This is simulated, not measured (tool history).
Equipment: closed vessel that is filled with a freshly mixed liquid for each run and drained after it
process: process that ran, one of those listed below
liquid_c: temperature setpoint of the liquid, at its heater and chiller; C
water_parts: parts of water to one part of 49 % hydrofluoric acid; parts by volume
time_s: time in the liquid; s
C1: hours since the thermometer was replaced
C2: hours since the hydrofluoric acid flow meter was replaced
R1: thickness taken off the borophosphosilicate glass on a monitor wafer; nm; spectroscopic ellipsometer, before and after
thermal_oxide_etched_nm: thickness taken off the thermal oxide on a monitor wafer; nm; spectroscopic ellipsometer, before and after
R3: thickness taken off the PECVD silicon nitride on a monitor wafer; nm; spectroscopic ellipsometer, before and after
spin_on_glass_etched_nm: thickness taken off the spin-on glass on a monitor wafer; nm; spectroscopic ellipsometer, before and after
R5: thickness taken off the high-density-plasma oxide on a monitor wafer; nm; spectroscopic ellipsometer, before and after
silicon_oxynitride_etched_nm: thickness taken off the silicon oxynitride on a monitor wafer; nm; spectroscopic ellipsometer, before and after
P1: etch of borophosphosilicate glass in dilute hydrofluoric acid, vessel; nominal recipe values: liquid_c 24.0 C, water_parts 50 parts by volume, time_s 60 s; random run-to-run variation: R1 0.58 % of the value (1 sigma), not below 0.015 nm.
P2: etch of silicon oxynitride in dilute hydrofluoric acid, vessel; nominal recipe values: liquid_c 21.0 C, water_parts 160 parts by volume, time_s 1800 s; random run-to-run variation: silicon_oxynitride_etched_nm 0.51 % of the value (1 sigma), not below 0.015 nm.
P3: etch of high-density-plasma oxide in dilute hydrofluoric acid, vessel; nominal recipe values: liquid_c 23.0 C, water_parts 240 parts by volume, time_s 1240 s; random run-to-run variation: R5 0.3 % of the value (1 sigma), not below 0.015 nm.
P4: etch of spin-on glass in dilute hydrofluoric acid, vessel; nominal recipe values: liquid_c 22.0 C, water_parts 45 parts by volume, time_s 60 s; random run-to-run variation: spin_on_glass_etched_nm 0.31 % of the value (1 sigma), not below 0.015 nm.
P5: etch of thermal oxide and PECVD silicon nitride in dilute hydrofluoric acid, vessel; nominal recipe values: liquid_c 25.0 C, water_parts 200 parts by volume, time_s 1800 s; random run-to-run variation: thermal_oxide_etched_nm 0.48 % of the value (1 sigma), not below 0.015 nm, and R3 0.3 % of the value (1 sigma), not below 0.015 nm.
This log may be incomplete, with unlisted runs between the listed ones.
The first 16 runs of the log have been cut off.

run 17 hour=213.7 | process=P1 liquid_c=29.5 water_parts=65 time_s=60 | C1=376.1 C2=534.8 | R1=53.670
run 18 hour=225.4 | process=P1 liquid_c=27.5 water_parts=50 time_s=60 | C1=387.8 C2=546.5 | R1=65.554
run 19 hour=234.2 | process=P3 liquid_c=17.0 water_parts=240 time_s=1240 | C1=396.6 C2=555.3 | R5=20.14900
run 20 hour=242.6 | process=P1 liquid_c=24.0 water_parts=50 time_s=30 | C1=405.0 C2=563.7 | R1=28.871
run 21 hour=252.4 | process=P4 liquid_c=17.0 water_parts=45 time_s=60 | C1=414.8 C2=573.5 | spin_on_glass_etched_nm=56.173
run 22 hour=268.4 | process=P1 liquid_c=24.0 water_parts=50 time_s=60 | C1=430.8 C2=589.5 | R1=57.003
run 23 hour=276.3 | process=P3 liquid_c=23.0 water_parts=240 time_s=1240 | C1=438.7 C2=597.4 | R5=25.21500
run 24 hour=289.6 | process=P2 liquid_c=21.0 water_parts=160 time_s=1800 | C1=452.0 C2=610.7 | silicon_oxynitride_etched_nm=44.259
run 25 hour=307.2 | process=P5 liquid_c=29.0 water_parts=200 time_s=1800 | C1=469.6 C2=628.3 | thermal_oxide_etched_nm=44.333 R3=27.2040
run 26 hour=319.6 | process=P1 liquid_c=24.0 water_parts=50 time_s=60 | C1=482.0 C2=640.7 | R1=57.092
run 27 hour=330.2 | process=P2 liquid_c=21.0 water_parts=160 time_s=2995 | C1=492.6 C2=651.3 | silicon_oxynitride_etched_nm=73.230
run 28 hour=341.8 | process=P1 liquid_c=24.0 water_parts=25 time_s=60 | C1=504.2 C2=662.9 | R1=117.420
run 29 hour=349.7 | process=P1 liquid_c=24.0 water_parts=50 time_s=120 | C1=512.1 C2=670.8 | R1=114.570
run 30 hour=366.0 | process=P4 liquid_c=22.0 water_parts=20 time_s=60 | C1=528.4 C2=687.1 | spin_on_glass_etched_nm=161.510
run 31 hour=374.7 | process=P1 liquid_c=24.0 water_parts=25 time_s=30 | C1=537.1 C2=695.8 | R1=58.916
run 32 hour=389.8 | process=P4 liquid_c=22.0 water_parts=45 time_s=60 | C1=552.2 C2=710.9 | spin_on_glass_etched_nm=69.580
run 33 hour=399.0 | process=P1 liquid_c=24.0 water_parts=50 time_s=60 | C1=561.4 C2=720.1 | R1=56.888
run 34 hour=408.1 | process=P1 liquid_c=24.0 water_parts=50 time_s=60 | C1=570.5 C2=729.2 | R1=58.047
run 35 hour=418.5 | process=P1 liquid_c=24.0 water_parts=50 time_s=60 | C1=580.9 C2=739.6 | R1=59.125
run 36 hour=433.9 | process=P1 liquid_c=24.0 water_parts=50 time_s=60 | C1=596.3 C2=755.0 | R1=59.346
run 37 hour=450.9 | process=P1 liquid_c=24.0 water_parts=50 time_s=60 | C1=613.3 C2=772.0 | R1=59.880

Run 38 has not been measured yet. What should we expect?
run 38 hour=468.1 | process=P1 liquid_c=24.0 water_parts=50 time_s=60 | C1=630.5 C2=789.2 | R1=?

Run 38 came out at R1 60.536 nm.
